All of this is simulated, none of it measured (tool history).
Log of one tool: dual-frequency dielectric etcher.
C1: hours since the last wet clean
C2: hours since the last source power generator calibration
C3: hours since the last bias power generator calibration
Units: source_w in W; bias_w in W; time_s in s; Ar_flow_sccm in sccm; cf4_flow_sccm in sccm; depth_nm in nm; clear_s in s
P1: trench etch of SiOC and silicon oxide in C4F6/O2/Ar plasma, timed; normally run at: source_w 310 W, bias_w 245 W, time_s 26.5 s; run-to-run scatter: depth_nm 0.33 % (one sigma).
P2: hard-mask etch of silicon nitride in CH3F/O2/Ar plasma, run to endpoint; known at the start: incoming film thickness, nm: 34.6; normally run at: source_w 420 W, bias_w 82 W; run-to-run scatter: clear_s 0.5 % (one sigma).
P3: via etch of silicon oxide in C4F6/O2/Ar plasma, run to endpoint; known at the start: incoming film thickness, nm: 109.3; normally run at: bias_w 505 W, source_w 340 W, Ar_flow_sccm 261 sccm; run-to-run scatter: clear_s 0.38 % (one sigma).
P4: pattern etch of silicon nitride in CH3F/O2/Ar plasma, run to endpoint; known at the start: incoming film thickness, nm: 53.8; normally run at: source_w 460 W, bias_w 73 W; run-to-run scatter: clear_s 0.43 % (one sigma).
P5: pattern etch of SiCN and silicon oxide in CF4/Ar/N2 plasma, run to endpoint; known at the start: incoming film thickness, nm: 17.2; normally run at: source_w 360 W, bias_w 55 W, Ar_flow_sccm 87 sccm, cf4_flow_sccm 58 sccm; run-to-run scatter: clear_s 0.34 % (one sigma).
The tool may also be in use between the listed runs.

run 1 day=0.154 | process=P1 source_w=310 bias_w=245 time_s=26.5 | C1=99.7 C2=1519.7 C3=3135.5 | depth_nm=52.587
run 2 day=0.383 | process=P1 source_w=220 bias_w=245 time_s=26.5 | C1=105.2 C2=1525.2 C3=3141 | depth_nm=46.137
run 3 day=0.571 | process=P1 source_w=390 bias_w=245 time_s=26.5 | C1=109.7 C2=1529.7 C3=3145.5 | depth_nm=57.013
run 4 day=0.733 | process=P3 source_w=230 bias_w=505 Ar_flow_sccm=261 | C1=113.6 C2=1533.6 C3=3149.4 | clear_s=29.188
run 5 day=0.912 | process=P1 source_w=310 bias_w=245 time_s=26.5 | C1=117.9 C2=1537.9 C3=3153.7 | depth_nm=52.137
run 6 day=1.083 | process=P5 source_w=360 bias_w=55 Ar_flow_sccm=52 cf4_flow_sccm=58 | C1=122 C2=1542 C3=3157.8 | clear_s=24.558
run 7 day=1.3 | process=P1 source_w=310 bias_w=245 time_s=26.5 | C1=127.2 C2=1547.2 C3=3163 | depth_nm=52.623
run 8 day=1.533 | process=P1 source_w=310 bias_w=337 time_s=26.5 | C1=132.8 C2=1552.8 C3=3168.6 | depth_nm=58.322
run 9 day=1.696 | process=P5 source_w=360 bias_w=55 Ar_flow_sccm=87 cf4_flow_sccm=58 | C1=136.7 C2=1556.7 C3=3172.5 | clear_s=26.567
run 10 day=1.821 | process=P1 source_w=310 bias_w=245 time_s=37.5 | C1=139.7 C2=1559.7 C3=3175.5 | depth_nm=74.146
run 11 day=1.954 | process=P1 source_w=410 bias_w=245 time_s=32 | C1=142.9 C2=1562.9 C3=3178.7 | depth_nm=70.517
run 12 day=2.083 | process=P5 source_w=260 bias_w=55 Ar_flow_sccm=87 cf4_flow_sccm=58 | C1=146 C2=1566 C3=3181.8 | clear_s=35.431
run 13 day=2.267 | process=P1 source_w=310 bias_w=245 time_s=26.5 | C1=150.4 C2=1570.4 C3=3186.2 | depth_nm=52.538
run 14 day=2.5 | process=P1 source_w=310 bias_w=245 time_s=26.5 | C1=156 C2=1576 C3=3191.8 | depth_nm=52.507
run 15 day=2.721 | process=P1 source_w=310 bias_w=320 time_s=16 | C1=161.3 C2=1581.3 C3=3197.1 | depth_nm=34.755
run 16 day=2.912 | process=P3 source_w=340 bias_w=505 Ar_flow_sccm=348 | C1=165.9 C2=1585.9 C3=3201.7 | clear_s=25.855
run 17 day=3.075 | process=P4 source_w=460 bias_w=73 | C1=169.8 C2=1589.8 C3=3205.6 | clear_s=73.357
run 18 day=3.196 | process=P3 source_w=340 bias_w=505 Ar_flow_sccm=261 | C1=172.7 C2=1592.7 C3=3208.5 | clear_s=25.129
run 19 day=3.421 | process=P2 source_w=420 bias_w=82 | C1=178.1 C2=1598.1 C3=3213.9 | clear_s=45.854
run 20 day=3.604 | process=P2 source_w=560 bias_w=82 | C1=182.5 C2=1602.5 C3=3218.3 | clear_s=41.143
run 21 day=3.762 | process=P2 source_w=420 bias_w=82 | C1=186.3 C2=1606.3 C3=3222.1 | clear_s=45.796
run 22 day=3.95 | process=P5 source_w=360 bias_w=44 Ar_flow_sccm=87 cf4_flow_sccm=58 | C1=190.8 C2=1610.8 C3=3226.6 | clear_s=28.377
run 23 day=4.138 | process=P4 source_w=460 bias_w=73 | C1=195.3 C2=1615.3 C3=3231.1 | clear_s=72.655
run 24 day=4.379 | process=P3 source_w=340 bias_w=505 Ar_flow_sccm=261 | C1=201.1 C2=1621.1 C3=3236.9 | clear_s=25.212
run 25 day=4.538 | process=P4 source_w=650 bias_w=73 | C1=204.9 C2=1624.9 C3=3240.7 | clear_s=64.11
run 26 day=4.754 | process=P3 source_w=340 bias_w=604 Ar_flow_sccm=261 | C1=210.1 C2=1630.1 C3=3245.9 | clear_s=23.519
run 27 day=4.929 | process=P5 source_w=360 bias_w=55 Ar_flow_sccm=87 cf4_flow_sccm=58 | C1=214.3 C2=1634.3 C3=3250.1 | clear_s=26.589
run 28 day=5.121 | process=P4 source_w=460 bias_w=91 | C1=218.9 C2=1638.9 C3=3254.7 | clear_s=67.624
run 29 day=5.262 | process=P5 source_w=360 bias_w=55 Ar_flow_sccm=87 cf4_flow_sccm=78 | C1=222.3 C2=1642.3 C3=3258.1 | clear_s=25.508
run 30 day=5.421 | process=P1 source_w=310 bias_w=245 time_s=26.5 | C1=226.1 C2=1646.1 C3=3261.9 | depth_nm=52.332
run 31 day=5.604 | process=P1 source_w=310 bias_w=245 time_s=17 | C1=230.5 C2=1650.5 C3=3266.3 | depth_nm=33.581
run 32 day=5.708 | process=P2 source_w=420 bias_w=108 | C1=233 C2=1653 C3=3268.8 | clear_s=41.415
run 33 day=5.946 | process=P1 source_w=310 bias_w=199 time_s=26.5 | C1=238.7 C2=1658.7 C3=3274.5 | depth_nm=48.787
run 34 day=6.071 | process=P1 source_w=310 bias_w=245 time_s=26.5 | C1=241.7 C2=1661.7 C3=3277.5 | depth_nm=52.614
run 35 day=6.208 | process=P1 source_w=310 bias_w=245 time_s=26.5 | C1=245 C2=1665 C3=3280.8 | depth_nm=52.375
run 36 day=6.417 | process=P1 source_w=310 bias_w=245 time_s=26.5 | C1=250 C2=1670 C3=3285.8 | depth_nm=51.842
run 37 day=6.525 | process=P1 source_w=310 bias_w=245 time_s=26.5 | C1=252.6 C2=1672.6 C3=3288.4 | depth_nm=51.766
-- day=6.704 wet clean of the chamber
run 38 day=6.712 | process=P1 source_w=310 bias_w=245 time_s=26.5 | C1=0.2 C2=1677.1 C3=3292.9 | depth_nm=51.271
run 39 day=6.942 | process=P1 source_w=310 bias_w=245 time_s=26.5 | C1=5.7 C2=1682.6 C3=3298.4 | depth_nm=51.226
run 40 day=7.1 | process=P1 source_w=310 bias_w=245 time_s=26.5 | C1=9.5 C2=1686.4 C3=3302.2 | depth_nm=51.65

What P1 gives has crept away from where it was. These 2 causes fit the log equally well, each at the size given:
A: bias power that arrives under what is set, % = 4.75
B: source power that arrives under what is set, % = 4.27
The creep began at about day 6.071.
Why every other cause is out:
chamber walls in a state that lowers the etch rate, %: serviced at day 6.704, which brought nothing back

4 check runs are offered, each on 2 wafers whose results are averaged, their results left as question marks. Which one tells the causes apart?
run check 1 day=7.258 | process=P4 source_w=460 bias_w=73 | clear_s=?
run check 2 day=7.258 | process=P5 source_w=360 bias_w=55 Ar_flow_sccm=87 cf4_flow_sccm=58 | clear_s=?
run check 3 day=7.258 | process=P3 source_w=340 bias_w=505 Ar_flow_sccm=261 | clear_s=?
run check 4 day=7.258 | process=P2 source_w=420 bias_w=82 | clear_s=?

What each check would give under each cause:
check=check_1 result=clear_s if_A=74.373 if_B=74.383
check=check_2 result=clear_s if_A=26.948 if_B=27.573
check=check_3 result=clear_s if_A=25.596 if_B=25.538
check=check_4 result=clear_s if_A=46.516 if_B=46.489
How far apart the two closest causes lie, in the result that separates them most: check 1 0.01 %; check 2 2.29 %; check 3 0.23 %; check 4 0.06 %
Only check 2 tells the causes apart: in the others they would give nearly the same result.

Check 2 was then run and gave: clear_s 26.863 s. Which cause is it?

It is A: bias power that arrives under what is set, %.

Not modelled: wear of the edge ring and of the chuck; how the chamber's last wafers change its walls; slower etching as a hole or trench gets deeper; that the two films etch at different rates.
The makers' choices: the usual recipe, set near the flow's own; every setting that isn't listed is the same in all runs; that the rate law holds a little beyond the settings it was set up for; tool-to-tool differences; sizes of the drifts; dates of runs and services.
